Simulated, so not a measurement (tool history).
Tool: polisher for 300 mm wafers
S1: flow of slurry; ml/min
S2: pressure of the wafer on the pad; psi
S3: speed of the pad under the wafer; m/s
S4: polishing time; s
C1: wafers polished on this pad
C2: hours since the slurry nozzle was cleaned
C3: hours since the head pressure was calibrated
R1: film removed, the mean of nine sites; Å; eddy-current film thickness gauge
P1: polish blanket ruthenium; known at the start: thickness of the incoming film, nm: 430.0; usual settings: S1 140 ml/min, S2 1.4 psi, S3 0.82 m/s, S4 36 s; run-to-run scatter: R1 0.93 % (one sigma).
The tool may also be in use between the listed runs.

run   hour   S1   S2    S3  S4    C1     C2     C3      R1
  1   11.8  140  1.4  0.82  36  1245  248.1  249.6   188.4
  2   22.9  140  1.4  0.82  36  1324  259.2  260.7  193.83
  3     30  140  0.6  0.82  36  1374  266.3  267.8   81.52
      34.1  -- head pressure recalibrated
  4   36.9  140  1.4  0.82  36  1423  273.2    2.9  191.93
  5   42.5   90  1.4  0.82  36  1462  278.8    8.5  170.77
  6     52  140  1.4   1.2  36  1529  288.3     18  274.71
  7     62  140  1.9  0.82  36  1600  298.3     28  261.17
  8   73.7  140  1.4  0.82  36  1682    310   39.7   190.4
  9   84.1  140  1.9  1.18  36  1756  320.4   50.1  369.28
 10   91.4  210  1.4  0.82  36  1807  327.7   57.4  203.14
 11  103.8  140  1.4  0.82  36  1895  340.1   69.8   190.8
     107.2  -- slurry nozzle cleaned
 12    115  140  1.4  0.56  36  1974    7.9     81  129.77
 13  123.1  140  1.4  0.82  26  2031     16   89.1  135.38
 14  130.9  140  1.4  0.82  36  2086   23.8   96.9  187.15
 15  137.9   95    1  0.82  36  2136   30.8  103.9  125.52
 16  145.5  140  1.4  0.82  36  2190   38.4  111.5  190.15
 17    157  140  1.4  0.82  53  2271   49.9    123  278.11
 18  166.3  140  0.6  0.64  36  2336   59.2  132.3  64.153
 19  176.3  140  1.4  0.82  36  2407   69.2  142.3  193.09
 20  183.6  140  1.4  0.82  36  2459   76.5  149.6  184.02
 21  193.1  140  1.4  0.82  36  2526     86  159.1  174.99
 22  200.7  140  1.4  0.82  36  2579   93.6  166.7  172.53
     208.9  -- head pressure recalibrated
 23  209.7  140  1.4  0.82  36  2643  102.6    0.9  170.85
 24  218.1  140  1.4  0.82  36  2702    111    9.3  169.41
 25  223.9  140  1.4  0.82  36  2743  116.8   15.1  169.56

What P1 gives has crept away from where it was. These 2 causes fit the log equally well, each at the size given:
A: slurry flow missing at the pad, % = 39.4
B: removal rate lost through wear of the pad, % = 11
The creep began at about hour 176.3.
Why every other cause is out:
head's pressure below its setpoint, %: serviced at hour 208.9, which brought nothing back

4 check runs are offered, each on 5 wafers whose results are averaged, their results left as question marks. Which one tells the causes apart?
check 1  229.7  140  1.4     1  36               ?
check 2  229.7  140  1.4  1.18  36               ?
check 3  229.7  140  1.7  0.58  36               ?
check 4  229.7  205  1.4  0.82  36               ?

What each check would give under each cause:
  check  result    if A    if B
check 1      R1  207.39  207.27
check 2      R1  244.72  244.58
check 3      R1  146.06  145.98
check 4      R1   186.6  180.27
How far apart the two closest causes lie, in the result that separates them most: check 1 0.06 %; check 2 0.06 %; check 3 0.06 %; check 4 3.45 %
Only check 4 tells the causes apart: in the others they would give nearly the same result.

Check 4 was then run and gave: R1 184.89 Å. Which cause is it?

It is A: slurry flow missing at the pad, %.
